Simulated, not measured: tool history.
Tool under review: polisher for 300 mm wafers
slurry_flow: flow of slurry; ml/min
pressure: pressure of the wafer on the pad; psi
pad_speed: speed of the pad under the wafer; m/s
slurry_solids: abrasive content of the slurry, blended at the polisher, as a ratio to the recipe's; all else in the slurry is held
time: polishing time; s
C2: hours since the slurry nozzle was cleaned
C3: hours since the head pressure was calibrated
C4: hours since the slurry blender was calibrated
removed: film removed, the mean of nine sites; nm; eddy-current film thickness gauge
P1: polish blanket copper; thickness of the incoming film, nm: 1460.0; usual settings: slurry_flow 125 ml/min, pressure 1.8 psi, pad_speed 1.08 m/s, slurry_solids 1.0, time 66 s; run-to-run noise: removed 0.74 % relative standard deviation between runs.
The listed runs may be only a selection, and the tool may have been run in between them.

{"run": 1, "day": 0.404, "slurry_flow": 125, "pressure": 1.8, "pad_speed": 1.08, "slurry_solids": 1.0, "time": 66, "wafers polished on this pad": 195, "C2": 319.3, "C3": 140.7, "C4": 161.3, "removed": 131.15}
{"run": 2, "day": 0.612, "slurry_flow": 125, "pressure": 1.8, "pad_speed": 0.72, "slurry_solids": 1.0, "time": 66, "wafers polished on this pad": 228, "C2": 324.3, "C3": 145.7, "C4": 166.3, "removed": 87.869}
{"run": 3, "day": 1.0, "slurry_flow": 80, "pressure": 1.8, "pad_speed": 1.08, "slurry_solids": 1.0, "time": 66, "wafers polished on this pad": 288, "C2": 333.6, "C3": 155.0, "C4": 175.6, "removed": 118.43}
{"day": 1.154, "done": "slurry blender recalibrated"}
{"run": 4, "day": 1.35, "slurry_flow": 195, "pressure": 1.8, "pad_speed": 1.08, "slurry_solids": 1.0, "time": 66, "wafers polished on this pad": 342, "C2": 342.0, "C3": 163.4, "C4": 4.8, "removed": 141.11}
{"run": 5, "day": 1.742, "slurry_flow": 125, "pressure": 1.3, "pad_speed": 0.8, "slurry_solids": 1.0, "time": 66, "wafers polished on this pad": 402, "C2": 351.4, "C3": 172.8, "C4": 14.2, "removed": 69.724}
{"run": 6, "day": 2.075, "slurry_flow": 125, "pressure": 1.8, "pad_speed": 1.08, "slurry_solids": 1.4, "time": 66, "wafers polished on this pad": 454, "C2": 359.4, "C3": 180.8, "C4": 22.2, "removed": 141.71}
{"run": 7, "day": 2.333, "slurry_flow": 125, "pressure": 1.8, "pad_speed": 1.08, "slurry_solids": 1.0, "time": 43, "wafers polished on this pad": 494, "C2": 365.6, "C3": 187.0, "C4": 28.4, "removed": 86.426}
{"run": 8, "day": 2.667, "slurry_flow": 125, "pressure": 1.8, "pad_speed": 1.08, "slurry_solids": 0.7, "time": 66, "wafers polished on this pad": 546, "C2": 373.6, "C3": 195.0, "C4": 36.4, "removed": 122.21}
{"run": 9, "day": 3.017, "slurry_flow": 125, "pressure": 1.1, "pad_speed": 1.08, "slurry_solids": 1.0, "time": 66, "wafers polished on this pad": 600, "C2": 382.0, "C3": 203.4, "C4": 44.8, "removed": 81.062}
{"run": 10, "day": 3.388, "slurry_flow": 125, "pressure": 1.8, "pad_speed": 1.08, "slurry_solids": 1.0, "time": 66, "wafers polished on this pad": 657, "C2": 390.9, "C3": 212.3, "C4": 53.7, "removed": 132.0}
{"run": 11, "day": 3.633, "slurry_flow": 125, "pressure": 1.8, "pad_speed": 1.64, "slurry_solids": 1.0, "time": 66, "wafers polished on this pad": 695, "C2": 396.8, "C3": 218.2, "C4": 59.6, "removed": 204.63}
{"run": 12, "day": 3.921, "slurry_flow": 125, "pressure": 2.4, "pad_speed": 1.08, "slurry_solids": 1.0, "time": 66, "wafers polished on this pad": 740, "C2": 403.7, "C3": 225.1, "C4": 66.5, "removed": 176.5}
{"run": 13, "day": 4.225, "slurry_flow": 125, "pressure": 1.8, "pad_speed": 1.08, "slurry_solids": 1.0, "time": 66, "wafers polished on this pad": 787, "C2": 411.0, "C3": 232.4, "C4": 73.8, "removed": 131.32}
{"run": 14, "day": 4.5, "slurry_flow": 125, "pressure": 1.8, "pad_speed": 1.08, "slurry_solids": 1.0, "time": 66, "wafers polished on this pad": 830, "C2": 417.6, "C3": 239.0, "C4": 80.4, "removed": 131.78}
{"run": 15, "day": 4.683, "slurry_flow": 125, "pressure": 1.8, "pad_speed": 1.08, "slurry_solids": 1.0, "time": 66, "wafers polished on this pad": 858, "C2": 422.0, "C3": 243.4, "C4": 84.8, "removed": 133.54}
{"run": 16, "day": 5.079, "slurry_flow": 125, "pressure": 1.8, "pad_speed": 1.08, "slurry_solids": 1.0, "time": 66, "wafers polished on this pad": 919, "C2": 431.5, "C3": 252.9, "C4": 94.3, "removed": 131.92}
{"run": 17, "day": 5.479, "slurry_flow": 125, "pressure": 1.8, "pad_speed": 1.08, "slurry_solids": 1.0, "time": 99, "wafers polished on this pad": 981, "C2": 441.1, "C3": 262.5, "C4": 103.9, "removed": 196.62}
{"run": 18, "day": 5.662, "slurry_flow": 125, "pressure": 1.8, "pad_speed": 1.08, "slurry_solids": 1.0, "time": 66, "wafers polished on this pad": 1010, "C2": 445.5, "C3": 266.9, "C4": 108.3, "removed": 131.46}
{"run": 19, "day": 6.067, "slurry_flow": 125, "pressure": 1.8, "pad_speed": 1.08, "slurry_solids": 1.0, "time": 66, "wafers polished on this pad": 1072, "C2": 455.2, "C3": 276.6, "C4": 118.0, "removed": 125.23}
{"run": 20, "day": 6.246, "slurry_flow": 125, "pressure": 1.8, "pad_speed": 1.08, "slurry_solids": 1.0, "time": 66, "wafers polished on this pad": 1100, "C2": 459.5, "C3": 280.9, "C4": 122.3, "removed": 126.69}
{"run": 21, "day": 6.438, "slurry_flow": 125, "pressure": 1.8, "pad_speed": 1.08, "slurry_solids": 1.0, "time": 66, "wafers polished on this pad": 1130, "C2": 464.1, "C3": 285.5, "C4": 126.9, "removed": 121.81}
{"run": 22, "day": 6.692, "slurry_flow": 125, "pressure": 1.8, "pad_speed": 1.08, "slurry_solids": 1.0, "time": 66, "wafers polished on this pad": 1169, "C2": 470.2, "C3": 291.6, "C4": 133.0, "removed": 121.87}
{"run": 23, "day": 7.083, "slurry_flow": 125, "pressure": 1.8, "pad_speed": 1.08, "slurry_solids": 1.0, "time": 66, "wafers polished on this pad": 1230, "C2": 479.6, "C3": 301.0, "C4": 142.4, "removed": 122.09}
{"day": 7.175, "done": "slurry blender recalibrated"}
{"run": 24, "day": 7.388, "slurry_flow": 125, "pressure": 1.8, "pad_speed": 1.08, "slurry_solids": 1.0, "time": 66, "wafers polished on this pad": 1277, "C2": 486.9, "C3": 308.3, "C4": 5.2, "removed": 120.68}
{"day": 7.396, "done": "head pressure recalibrated"}
{"run": 25, "day": 7.667, "slurry_flow": 125, "pressure": 1.8, "pad_speed": 1.08, "slurry_solids": 1.0, "time": 66, "wafers polished on this pad": 1320, "C2": 493.6, "C3": 6.6, "C4": 11.9, "removed": 121.44}
{"run": 26, "day": 8.075, "slurry_flow": 125, "pressure": 1.8, "pad_speed": 1.08, "slurry_solids": 1.0, "time": 66, "wafers polished on this pad": 1383, "C2": 503.4, "C3": 16.4, "C4": 21.7, "removed": 120.64}

P1 has crept away from where it was. The log is fitted equally well by each of these 2 causes, at the sizes shown:
A: slurry flow missing at the pad, % = 33.1
B: removal rate lost through wear of the pad, % = 9.42
Onset of the creep was near day 5.662.
The rest of the possible causes, and what rules out each one:
head's pressure below its setpoint, %: serviced at day 7.396, which brought nothing back
abrasive missing from the slurry, %: serviced at day 7.175, which brought nothing back

Consider the 4 check runs below, whose results appear as question marks and each of which averages 3 wafers. Which one distinguishes the causes, in that each cause would give it a clearly different result?
{"run": "check 1", "day": 8.483, "slurry_flow": 190, "pressure": 1.8, "pad_speed": 1.08, "slurry_solids": 1.0, "time": 66, "removed": "?"}
{"run": "check 2", "day": 8.483, "slurry_flow": 125, "pressure": 1.8, "pad_speed": 1.56, "slurry_solids": 1.25, "time": 66, "removed": "?"}
{"run": "check 3", "day": 8.483, "slurry_flow": 125, "pressure": 1.8, "pad_speed": 1.08, "slurry_solids": 1.35, "time": 66, "removed": "?"}
{"run": "check 4", "day": 8.483, "slurry_flow": 125, "pressure": 1.1, "pad_speed": 0.86, "slurry_solids": 1.0, "time": 66, "removed": "?"}

Expected result of each check under each candidate cause:
check=check_1 result=removed if_A=132.590 if_B=128.500
check=check_2 result=removed if_A=181.510 if_B=181.470
check=check_3 result=removed if_A=127.810 if_B=127.790
check=check_4 result=removed if_A=58.257 if_B=58.246
Smallest distance between any two causes, each pair judged by its most separating result, in per cent: check 1 3.14 %; check 2 0.02 %; check 3 0.02 %; check 4 0.02 %
Only check 1 tells the causes apart: in the others they would give nearly the same result.

Then check 1 was run and gave: removed 128.380 nm. Which cause is it?

The cause is B: removal rate lost through wear of the pad, %.

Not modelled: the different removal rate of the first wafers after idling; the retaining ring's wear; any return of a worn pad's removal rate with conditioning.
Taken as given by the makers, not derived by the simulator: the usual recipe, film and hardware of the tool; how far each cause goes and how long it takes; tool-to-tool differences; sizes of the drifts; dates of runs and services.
